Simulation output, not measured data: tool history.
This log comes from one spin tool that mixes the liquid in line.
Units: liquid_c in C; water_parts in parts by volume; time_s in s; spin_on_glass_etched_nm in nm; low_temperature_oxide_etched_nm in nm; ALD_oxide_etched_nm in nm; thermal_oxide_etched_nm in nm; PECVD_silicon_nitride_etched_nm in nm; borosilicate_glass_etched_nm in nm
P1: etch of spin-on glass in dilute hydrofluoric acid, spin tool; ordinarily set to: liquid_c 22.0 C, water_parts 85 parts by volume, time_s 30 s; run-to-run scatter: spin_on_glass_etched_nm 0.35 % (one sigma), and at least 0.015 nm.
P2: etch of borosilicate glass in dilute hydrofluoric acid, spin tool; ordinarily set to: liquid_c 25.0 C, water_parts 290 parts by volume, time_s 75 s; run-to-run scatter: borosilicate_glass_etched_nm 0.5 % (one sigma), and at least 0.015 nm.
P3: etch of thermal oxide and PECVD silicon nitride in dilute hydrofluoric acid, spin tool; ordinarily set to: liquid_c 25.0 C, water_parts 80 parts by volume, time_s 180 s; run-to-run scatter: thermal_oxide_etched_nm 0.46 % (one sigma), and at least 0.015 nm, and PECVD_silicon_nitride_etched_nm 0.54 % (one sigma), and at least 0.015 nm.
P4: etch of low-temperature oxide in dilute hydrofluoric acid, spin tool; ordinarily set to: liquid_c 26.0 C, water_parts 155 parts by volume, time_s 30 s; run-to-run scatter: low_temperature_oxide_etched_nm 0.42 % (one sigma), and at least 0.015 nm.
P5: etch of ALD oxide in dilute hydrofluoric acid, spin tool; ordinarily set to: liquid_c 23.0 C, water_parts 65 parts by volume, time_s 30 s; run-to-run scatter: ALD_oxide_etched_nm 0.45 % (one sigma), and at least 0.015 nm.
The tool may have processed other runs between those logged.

| run | hour | process | liquid_c | water_parts | time_s | hours since the thermometer was replaced | hours since the hydrofluoric acid flow meter was replaced | spin_on_glass_etched_nm | low_temperature_oxide_etched_nm | ALD_oxide_etched_nm | thermal_oxide_etched_nm | PECVD_silicon_nitride_etched_nm | borosilicate_glass_etched_nm |
|---|---|---|---|---|---|---|---|---|---|---|---|---|---|
| 1 | 7.0 | P1 | 22.0 | 85 | 30 | 1700.0 | 481.8 | 9.6366 |  |  |  |  |  |
| 2 | 15.8 | P4 | 26.0 | 155 | 30 | 1708.8 | 490.6 |  | 7.1283 |  |  |  |  |
| 3 | 23.2 | P1 | 22.0 | 85 | 30 | 1716.2 | 498.0 | 9.6651 |  |  |  |  |  |
| 4 | 33.4 | P1 | 22.0 | 85 | 30 | 1726.4 | 508.2 | 9.6498 |  |  |  |  |  |
| 5 | 46.5 | P5 | 23.0 | 110 | 30 | 1739.5 | 521.3 |  |  | 8.0606 |  |  |  |
| 6 | 55.9 | P1 | 22.0 | 85 | 30 | 1748.9 | 530.7 | 9.6507 |  |  |  |  |  |
| 7 | 69.4 | P5 | 23.0 | 65 | 55 | 1762.4 | 544.2 |  |  | 26.2410 |  |  |  |
| 8 | 79.4 | P1 | 29.5 | 85 | 30 | 1772.4 | 554.2 | 12.9900 |  |  |  |  |  |
| 9 | 88.5 | P5 | 17.0 | 65 | 30 | 1781.5 | 563.3 |  |  | 11.0590 |  |  |  |
| 10 | 97.8 | P5 | 23.0 | 65 | 30 | 1790.8 | 572.6 |  |  | 14.3650 |  |  |  |
| 11 | 106.3 | P5 | 23.0 | 65 | 30 | 1799.3 | 581.1 |  |  | 14.3820 |  |  |  |
| 12 | 113.1 | P3 | 25.0 | 25 | 180 | 1806.1 | 587.9 |  |  |  | 37.2520 | 18.23500 |  |
| 13 | 125.9 | P4 | 26.0 | 155 | 15 | 1818.9 | 600.7 |  | 3.4716 |  |  |  |  |
| 14 | 133.0 | P1 | 22.0 | 85 | 30 | 1826.0 | 607.8 | 9.6871 |  |  |  |  |  |
| 15 | 140.6 | P3 | 25.0 | 80 | 180 | 1833.6 | 615.4 |  |  |  | 10.7910 | 5.81890 |  |
| 16 | 149.9 | P2 | 25.0 | 290 | 75 | 1842.9 | 624.7 |  |  |  |  |  | 4.7908 |
| 17 | 161.2 | P3 | 25.0 | 80 | 15 | 1854.2 | 636.0 |  |  |  | 0.9290 | 0.51587 |  |
| 18 | 174.6 | P1 | 22.0 | 115 | 30 | 1867.6 | 649.4 | 6.8939 |  |  |  |  |  |
| 19 | 183.5 | P3 | 19.0 | 80 | 180 | 1876.5 | 658.3 |  |  |  | 8.4901 | 3.91580 |  |
| 20 | 194.5 | P1 | 17.0 | 85 | 30 | 1887.5 | 669.3 | 7.8148 |  |  |  |  |  |
| 21 | 203.7 | P2 | 20.0 | 290 | 75 | 1896.7 | 678.5 |  |  |  |  |  | 4.0062 |
| 22 | 211.1 | P2 | 25.0 | 105 | 75 | 1904.1 | 685.9 |  |  |  |  |  | 16.2610 |
| 23 | 221.2 | P2 | 25.0 | 290 | 25 | 1914.2 | 696.0 |  |  |  |  |  | 1.6093 |
| 24 | 230.4 | P1 | 17.0 | 85 | 55 | 1923.4 | 705.2 | 14.4070 |  |  |  |  |  |
| 25 | 240.9 | P1 | 22.0 | 85 | 55 | 1933.9 | 715.7 | 17.6240 |  |  |  |  |  |
| 26 | 250.6 | P1 | 22.0 | 85 | 15 | 1943.6 | 725.4 | 4.8224 |  |  |  |  |  |
| 27 | 261.4 | P4 | 31.5 | 155 | 30 | 1954.4 | 736.2 |  | 8.5326 |  |  |  |  |
| 28 | 269.4 | P4 | 26.0 | 155 | 30 | 1962.4 | 744.2 |  | 7.0542 |  |  |  |  |
| 29 | 277.0 | P1 | 22.0 | 40 | 30 | 1970.0 | 751.8 | 21.7900 |  |  |  |  |  |
| 30 | 287.2 | P1 | 22.0 | 85 | 30 | 1980.2 | 762.0 | 9.6410 |  |  |  |  |  |
| 31 | 297.8 | P4 | 26.0 | 25 | 30 | 1990.8 | 772.6 |  | 51.7270 |  |  |  |  |
| 32 | 305.2 | P1 | 22.0 | 85 | 30 | 1998.2 | 780.0 | 9.6802 |  |  |  |  |  |
| 33 | 318.1 | P1 | 22.0 | 85 | 30 | 2011.1 | 792.9 | 9.5829 |  |  |  |  |  |
| 34 | 325.3 | P1 | 22.0 | 85 | 30 | 2018.3 | 800.1 | 9.4280 |  |  |  |  |  |
| 35 | 337.3 | P1 | 22.0 | 85 | 30 | 2030.3 | 812.1 | 9.2166 |  |  |  |  |  |
| 36 | 346.5 | P1 | 22.0 | 85 | 30 | 2039.5 | 821.3 | 9.0861 |  |  |  |  |  |
| 37 | 353.4 | P1 | 22.0 | 85 | 30 | 2046.4 | 828.2 | 9.0794 |  |  |  |  |  |
| 38 | 366.5 | P1 | 22.0 | 85 | 30 | 2059.5 | 841.3 | 8.9792 |  |  |  |  |  |
| 39 | 379.6 | P1 | 22.0 | 85 | 30 | 2072.6 | 854.4 | 9.0034 |  |  |  |  |  |
| 40 | 390.6 | P1 | 22.0 | 85 | 30 | 2083.6 | 865.4 | 8.8782 |  |  |  |  |  |
| 41 | 399.1 | P1 | 22.0 | 85 | 30 | 2092.1 | 873.9 | 8.9162 |  |  |  |  |  |
| 42 | 410.0 | P1 | 22.0 | 85 | 30 | 2103.0 | 884.8 | 8.8850 |  |  |  |  |  |

Run 43 is up next; what results do you expect?
| 43 | 417.4 | P1 | 22.0 | 85 | 30 | 2110.4 | 892.2 | ? |  |  |  |  |  |

Run 43 measured spin_on_glass_etched_nm 8.9223 nm.
